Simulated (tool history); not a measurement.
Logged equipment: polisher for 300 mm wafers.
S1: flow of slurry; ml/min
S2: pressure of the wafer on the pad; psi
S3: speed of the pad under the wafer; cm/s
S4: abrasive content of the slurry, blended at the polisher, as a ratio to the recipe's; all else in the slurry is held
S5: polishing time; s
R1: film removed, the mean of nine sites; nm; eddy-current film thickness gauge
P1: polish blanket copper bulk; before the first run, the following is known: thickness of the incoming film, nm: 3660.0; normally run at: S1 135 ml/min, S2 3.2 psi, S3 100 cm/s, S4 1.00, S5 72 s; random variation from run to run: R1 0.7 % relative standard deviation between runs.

{"run": 1, "hour": 9.7, "S1": 135, "S2": 3.2, "S3": 100, "S4": 1.0, "S5": 72, "R1": 895.19}
{"run": 2, "hour": 21.5, "S1": 135, "S2": 3.2, "S3": 100, "S4": 0.55, "S5": 72, "R1": 787.06}
{"run": 3, "hour": 28.5, "S1": 135, "S2": 3.2, "S3": 100, "S4": 1.0, "S5": 72, "R1": 889.73}
{"run": 4, "hour": 42.4, "S1": 180, "S2": 3.2, "S3": 72, "S4": 1.0, "S5": 72, "R1": 682.91}
{"run": 5, "hour": 50.0, "S1": 135, "S2": 3.2, "S3": 100, "S4": 1.0, "S5": 94, "R1": 1174.3}
{"run": 6, "hour": 62.3, "S1": 135, "S2": 3.2, "S3": 100, "S4": 1.0, "S5": 72, "R1": 899.05}
{"run": 7, "hour": 69.0, "S1": 135, "S2": 1.8, "S3": 100, "S4": 1.0, "S5": 72, "R1": 507.13}
{"run": 8, "hour": 76.2, "S1": 175, "S2": 3.2, "S3": 100, "S4": 1.25, "S5": 72, "R1": 972.55}
{"run": 9, "hour": 84.8, "S1": 135, "S2": 3.2, "S3": 148, "S4": 1.0, "S5": 72, "R1": 1312.8}
{"run": 10, "hour": 100.3, "S1": 80, "S2": 3.2, "S3": 100, "S4": 1.0, "S5": 72, "R1": 788.02}
{"run": 11, "hour": 109.7, "S1": 135, "S2": 5.0, "S3": 100, "S4": 1.0, "S5": 72, "R1": 1398.6}
{"run": 12, "hour": 118.1, "S1": 135, "S2": 3.2, "S3": 52, "S4": 1.0, "S5": 72, "R1": 466.63}
{"run": 13, "hour": 132.5, "S1": 135, "S2": 3.2, "S3": 100, "S4": 1.25, "S5": 72, "R1": 943.5}
{"run": 14, "hour": 145.0, "S1": 85, "S2": 3.2, "S3": 100, "S4": 1.0, "S5": 98, "R1": 1092.1}
{"run": 15, "hour": 156.7, "S1": 135, "S2": 3.2, "S3": 100, "S4": 1.0, "S5": 72, "R1": 892.04}
{"run": 16, "hour": 166.6, "S1": 135, "S2": 3.2, "S3": 100, "S4": 1.0, "S5": 34, "R1": 425.82}
{"run": 17, "hour": 178.2, "S1": 190, "S2": 3.2, "S3": 100, "S4": 1.0, "S5": 72, "R1": 937.58}
{"run": 18, "hour": 188.6, "S1": 135, "S2": 3.2, "S3": 100, "S4": 1.0, "S5": 72, "R1": 899.93}
{"run": 19, "hour": 203.9, "S1": 135, "S2": 3.2, "S3": 100, "S4": 1.0, "S5": 72, "R1": 858.25}
{"run": 20, "hour": 213.3, "S1": 135, "S2": 3.2, "S3": 100, "S4": 1.0, "S5": 72, "R1": 848.03}
{"run": 21, "hour": 223.4, "S1": 135, "S2": 3.2, "S3": 100, "S4": 1.0, "S5": 72, "R1": 829.87}
{"run": 22, "hour": 236.2, "S1": 135, "S2": 3.2, "S3": 100, "S4": 1.0, "S5": 72, "R1": 825.62}
{"run": 23, "hour": 243.7, "S1": 135, "S2": 3.2, "S3": 100, "S4": 1.0, "S5": 72, "R1": 816.25}
{"hour": 252.0, "done": "slurry blender recalibrated"}
{"run": 24, "hour": 254.7, "S1": 135, "S2": 3.2, "S3": 100, "S4": 1.0, "S5": 72, "R1": 805.6}
{"run": 25, "hour": 264.9, "S1": 135, "S2": 3.2, "S3": 100, "S4": 1.0, "S5": 72, "R1": 807.6}
{"hour": 270.0, "done": "worn pad replaced by a new one"}
{"run": 26, "hour": 271.7, "S1": 135, "S2": 3.2, "S3": 100, "S4": 1.0, "S5": 72, "R1": 811.77}
{"run": 27, "hour": 285.3, "S1": 135, "S2": 3.2, "S3": 100, "S4": 1.0, "S5": 72, "R1": 806.11}
{"run": 28, "hour": 299.6, "S1": 135, "S2": 3.2, "S3": 100, "S4": 1.0, "S5": 72, "R1": 788.68}

P1 no longer gives what it gave before; its output has crept away from where it was. The following 2 causes, each at its listed size, fit the log equally well:
A: head's pressure below its setpoint, % = 10
B: slurry flow missing at the pad, % = 36.2
At approximately hour 188.6, the process output began to creep.
The rest of the possible causes, and what rules out each one:
removal rate lost through wear of the pad, %: serviced at hour 270.0, after the change had begun; the process did not return to its earlier output
abrasive missing from the slurry, %: serviced at hour 252.0, after the change had begun; the process did not return to its earlier output

Of the 4 check runs listed below, each run on one wafer and each result written as a question mark, which would let you distinguish the listed causes because they would give clearly different results?
{"run": "check 1", "hour": 313.9, "S1": 85, "S2": 3.2, "S3": 100, "S4": 1.0, "S5": 72, "R1": "?"}
{"run": "check 2", "hour": 313.9, "S1": 135, "S2": 2.3, "S3": 64, "S4": 1.0, "S5": 72, "R1": "?"}
{"run": "check 3", "hour": 313.9, "S1": 135, "S2": 4.8, "S3": 100, "S4": 1.0, "S5": 72, "R1": "?"}
{"run": "check 4", "hour": 313.9, "S1": 135, "S2": 3.2, "S3": 54, "S4": 0.6, "S5": 72, "R1": "?"}

If the cause were each of the candidates in turn, the checks would give the following:
check=check_1 result=R1 if_A=721.09 if_B=684.71
check=check_2 result=R1 if_A=370.06 if_B=369.95
check=check_3 result=R1 if_A=1206.70 if_B=1206.40
check=check_4 result=R1 if_A=390.70 if_B=390.58
Per check, the gap between the least separated pair of causes, taken in the result that splits them most: check 1 5.18 %; check 2 0.03 %; check 3 0.03 %; check 4 0.03 %
Check 1 tells the causes apart: in the others they would give nearly the same result.

Check 1 was then run and gave: R1 681.92 nm. Which cause is it?

The cause is B: slurry flow missing at the pad, %.

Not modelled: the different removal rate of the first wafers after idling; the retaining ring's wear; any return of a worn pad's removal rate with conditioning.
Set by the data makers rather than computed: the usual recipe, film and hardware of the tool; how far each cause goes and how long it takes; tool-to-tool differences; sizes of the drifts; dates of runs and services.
